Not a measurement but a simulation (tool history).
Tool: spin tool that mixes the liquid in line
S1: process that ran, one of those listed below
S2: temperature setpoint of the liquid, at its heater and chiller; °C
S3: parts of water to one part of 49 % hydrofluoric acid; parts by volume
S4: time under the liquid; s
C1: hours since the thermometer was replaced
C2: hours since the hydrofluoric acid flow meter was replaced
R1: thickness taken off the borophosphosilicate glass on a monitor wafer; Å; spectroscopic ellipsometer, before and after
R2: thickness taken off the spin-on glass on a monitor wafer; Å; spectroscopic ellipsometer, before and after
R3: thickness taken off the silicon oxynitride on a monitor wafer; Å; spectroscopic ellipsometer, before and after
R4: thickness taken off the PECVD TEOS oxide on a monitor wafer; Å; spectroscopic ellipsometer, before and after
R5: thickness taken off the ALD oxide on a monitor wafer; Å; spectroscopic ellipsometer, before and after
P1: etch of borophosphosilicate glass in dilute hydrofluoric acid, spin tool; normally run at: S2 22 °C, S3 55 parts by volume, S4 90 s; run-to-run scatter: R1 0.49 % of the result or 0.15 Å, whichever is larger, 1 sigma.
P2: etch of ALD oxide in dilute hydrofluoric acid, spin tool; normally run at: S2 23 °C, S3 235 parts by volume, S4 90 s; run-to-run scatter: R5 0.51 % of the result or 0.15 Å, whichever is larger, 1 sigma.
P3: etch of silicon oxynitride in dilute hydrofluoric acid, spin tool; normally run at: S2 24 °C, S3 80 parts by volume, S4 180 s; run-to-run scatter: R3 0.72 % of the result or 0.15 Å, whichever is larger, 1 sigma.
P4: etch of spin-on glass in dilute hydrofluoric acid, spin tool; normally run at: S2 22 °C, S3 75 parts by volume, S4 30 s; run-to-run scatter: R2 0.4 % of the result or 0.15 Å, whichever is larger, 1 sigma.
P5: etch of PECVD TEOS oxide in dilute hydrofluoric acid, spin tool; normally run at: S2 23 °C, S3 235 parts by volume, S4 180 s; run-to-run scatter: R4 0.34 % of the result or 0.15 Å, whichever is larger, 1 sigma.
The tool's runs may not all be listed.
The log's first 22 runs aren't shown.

run   hour  S1    S2   S3   S4     C1     C2      R1      R2      R3      R4      R5
 23    106  P3    24   80  265  296.9  485.6                  52.272
 24  109.4  P1    22   30   90  300.3    489  858.65
 25  112.9  P5    23  235  180  303.8  492.5                          180.16
 26  118.4  P1    17   55   25  309.3    498  102.57
     120.6  -- thermometer replaced
 27    121  P3  28.5   80  180    0.4  500.6                  44.233
 28  124.3  P2    23  410   90    3.7  503.9                                  34.076
 29  129.1  P4    22   75   30    8.5  508.7          253.33
 30  132.1  P2    23  235   30   11.5  511.7                                  23.646
 31  136.3  P4    22   20   30   15.7  515.9          1025.6
 32  140.6  P5    23   75  180     20  520.2                          671.95
 33    144  P1    22   55   90   23.4  523.6   459.4
 34  149.9  P1    22   55   90   29.3  529.5  459.02

The next listed run, before its measurement:
 35  153.9  P1  22  55  90  33.3  533.5   ?

R1: 443.37 Å
